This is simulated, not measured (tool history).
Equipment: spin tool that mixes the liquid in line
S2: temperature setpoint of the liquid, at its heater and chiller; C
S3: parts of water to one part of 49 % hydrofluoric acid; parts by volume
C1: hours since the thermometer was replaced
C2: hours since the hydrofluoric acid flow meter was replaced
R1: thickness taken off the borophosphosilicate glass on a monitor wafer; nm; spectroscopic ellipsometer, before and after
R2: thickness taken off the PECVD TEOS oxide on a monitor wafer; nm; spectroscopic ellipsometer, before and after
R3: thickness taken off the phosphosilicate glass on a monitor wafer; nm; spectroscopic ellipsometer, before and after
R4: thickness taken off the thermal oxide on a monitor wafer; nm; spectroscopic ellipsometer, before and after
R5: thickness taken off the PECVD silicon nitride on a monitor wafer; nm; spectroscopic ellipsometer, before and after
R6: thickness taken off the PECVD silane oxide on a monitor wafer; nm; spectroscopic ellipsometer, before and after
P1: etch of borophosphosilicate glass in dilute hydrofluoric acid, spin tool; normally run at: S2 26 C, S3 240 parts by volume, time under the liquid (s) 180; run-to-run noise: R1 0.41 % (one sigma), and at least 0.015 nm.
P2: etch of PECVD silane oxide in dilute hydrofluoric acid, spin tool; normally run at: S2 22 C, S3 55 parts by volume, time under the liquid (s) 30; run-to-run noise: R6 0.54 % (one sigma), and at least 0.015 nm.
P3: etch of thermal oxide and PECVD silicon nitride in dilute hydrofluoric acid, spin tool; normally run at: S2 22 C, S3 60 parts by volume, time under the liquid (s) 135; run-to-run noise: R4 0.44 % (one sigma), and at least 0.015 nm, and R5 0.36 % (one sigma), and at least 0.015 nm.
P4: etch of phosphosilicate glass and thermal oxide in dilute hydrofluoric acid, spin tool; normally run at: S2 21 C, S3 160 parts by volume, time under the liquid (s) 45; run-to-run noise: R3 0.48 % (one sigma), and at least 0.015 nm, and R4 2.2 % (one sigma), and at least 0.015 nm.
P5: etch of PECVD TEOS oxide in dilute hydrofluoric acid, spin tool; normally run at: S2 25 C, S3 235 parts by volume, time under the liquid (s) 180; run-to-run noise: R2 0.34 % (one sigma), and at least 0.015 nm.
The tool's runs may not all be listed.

{"run": 1, "hour": 5.5, "process that ran": "P1", "S2": 26, "S3": 240, "time under the liquid (s)": 180, "C1": 1975.4, "C2": 245.3, "R1": 25.723}
{"run": 2, "hour": 12.1, "process that ran": "P1", "S2": 26, "S3": 240, "time under the liquid (s)": 180, "C1": 1982, "C2": 251.9, "R1": 25.519}
{"run": 3, "hour": 23.1, "process that ran": "P1", "S2": 26, "S3": 240, "time under the liquid (s)": 180, "C1": 1993, "C2": 262.9, "R1": 25.83}
{"run": 4, "hour": 35.3, "process that ran": "P5", "S2": 32.5, "S3": 235, "time under the liquid (s)": 180, "C1": 2005.2, "C2": 275.1, "R2": 13.718}
{"run": 5, "hour": 44.8, "process that ran": "P1", "S2": 26, "S3": 240, "time under the liquid (s)": 285, "C1": 2014.7, "C2": 284.6, "R1": 40.924}
{"run": 6, "hour": 52.4, "process that ran": "P4", "S2": 21, "S3": 160, "time under the liquid (s)": 45, "C1": 2022.3, "C2": 292.2, "R3": 18.908, "R4": 1.0169}
{"run": 7, "hour": 62.6, "process that ran": "P3", "S2": 17, "S3": 60, "time under the liquid (s)": 135, "C1": 2032.5, "C2": 302.4, "R4": 8.6029, "R5": 4.2602}
{"run": 8, "hour": 73.7, "process that ran": "P5", "S2": 25, "S3": 235, "time under the liquid (s)": 180, "C1": 2043.6, "C2": 313.5, "R2": 10.691}
{"run": 9, "hour": 81.1, "process that ran": "P3", "S2": 22, "S3": 60, "time under the liquid (s)": 15, "C1": 2051, "C2": 320.9, "R4": 1.1754, "R5": 0.66035}
{"run": 10, "hour": 89.5, "process that ran": "P4", "S2": 17, "S3": 160, "time under the liquid (s)": 45, "C1": 2059.4, "C2": 329.3, "R3": 16.029, "R4": 0.91501}
{"run": 11, "hour": 99.9, "process that ran": "P1", "S2": 26, "S3": 240, "time under the liquid (s)": 180, "C1": 2069.8, "C2": 339.7, "R1": 25.75}
{"run": 12, "hour": 108.3, "process that ran": "P1", "S2": 32, "S3": 240, "time under the liquid (s)": 85, "C1": 2078.2, "C2": 348.1, "R1": 14.852}
{"run": 13, "hour": 115.6, "process that ran": "P3", "S2": 22, "S3": 25, "time under the liquid (s)": 135, "C1": 2085.5, "C2": 355.4, "R4": 27.061, "R5": 14.022}
{"run": 14, "hour": 125.7, "process that ran": "P4", "S2": 21, "S3": 160, "time under the liquid (s)": 45, "C1": 2095.6, "C2": 365.5, "R3": 18.81, "R4": 1.0779}
{"run": 15, "hour": 136.2, "process that ran": "P1", "S2": 34, "S3": 240, "time under the liquid (s)": 180, "C1": 2106.1, "C2": 376, "R1": 33.554}
{"run": 16, "hour": 143.2, "process that ran": "P1", "S2": 26, "S3": 65, "time under the liquid (s)": 180, "C1": 2113.1, "C2": 383, "R1": 117.49}
{"run": 17, "hour": 151.3, "process that ran": "P2", "S2": 22, "S3": 105, "time under the liquid (s)": 30, "C1": 2121.2, "C2": 391.1, "R6": 5.4608}
{"run": 18, "hour": 159.4, "process that ran": "P1", "S2": 21, "S3": 240, "time under the liquid (s)": 180, "C1": 2129.3, "C2": 399.2, "R1": 21.374}
{"run": 19, "hour": 168.6, "process that ran": "P5", "S2": 25, "S3": 105, "time under the liquid (s)": 180, "C1": 2138.5, "C2": 408.4, "R2": 27.57}
{"run": 20, "hour": 174.0, "process that ran": "P4", "S2": 21, "S3": 160, "time under the liquid (s)": 75, "C1": 2143.9, "C2": 413.8, "R3": 31.584, "R4": 1.784}
{"run": 21, "hour": 184.1, "process that ran": "P1", "S2": 26, "S3": 240, "time under the liquid (s)": 15, "C1": 2154, "C2": 423.9, "R1": 2.1248}
{"run": 22, "hour": 192.3, "process that ran": "P5", "S2": 25, "S3": 235, "time under the liquid (s)": 180, "C1": 2162.2, "C2": 432.1, "R2": 10.633}
{"hour": 198.5, "done": "thermometer replaced"}
{"run": 23, "hour": 203.0, "process that ran": "P1", "S2": 26, "S3": 435, "time under the liquid (s)": 180, "C1": 4.6, "C2": 442.8, "R1": 11.663}
{"run": 24, "hour": 208.9, "process that ran": "P2", "S2": 22, "S3": 55, "time under the liquid (s)": 30, "C1": 10.5, "C2": 448.7, "R6": 11.12}
{"run": 25, "hour": 217.3, "process that ran": "P4", "S2": 21, "S3": 30, "time under the liquid (s)": 45, "C1": 18.9, "C2": 457.1, "R3": 116.5, "R4": 6.4958}
{"run": 26, "hour": 228.8, "process that ran": "P5", "S2": 25, "S3": 235, "time under the liquid (s)": 85, "C1": 30.4, "C2": 468.6, "R2": 5.0194}

Expected results for the next run?
{"run": 27, "hour": 236.2, "process that ran": "P2", "S2": 26, "S3": 55, "time under the liquid (s)": 30, "C1": 37.8, "C2": 476, "R6": "?"}

R6: 13.044 nm

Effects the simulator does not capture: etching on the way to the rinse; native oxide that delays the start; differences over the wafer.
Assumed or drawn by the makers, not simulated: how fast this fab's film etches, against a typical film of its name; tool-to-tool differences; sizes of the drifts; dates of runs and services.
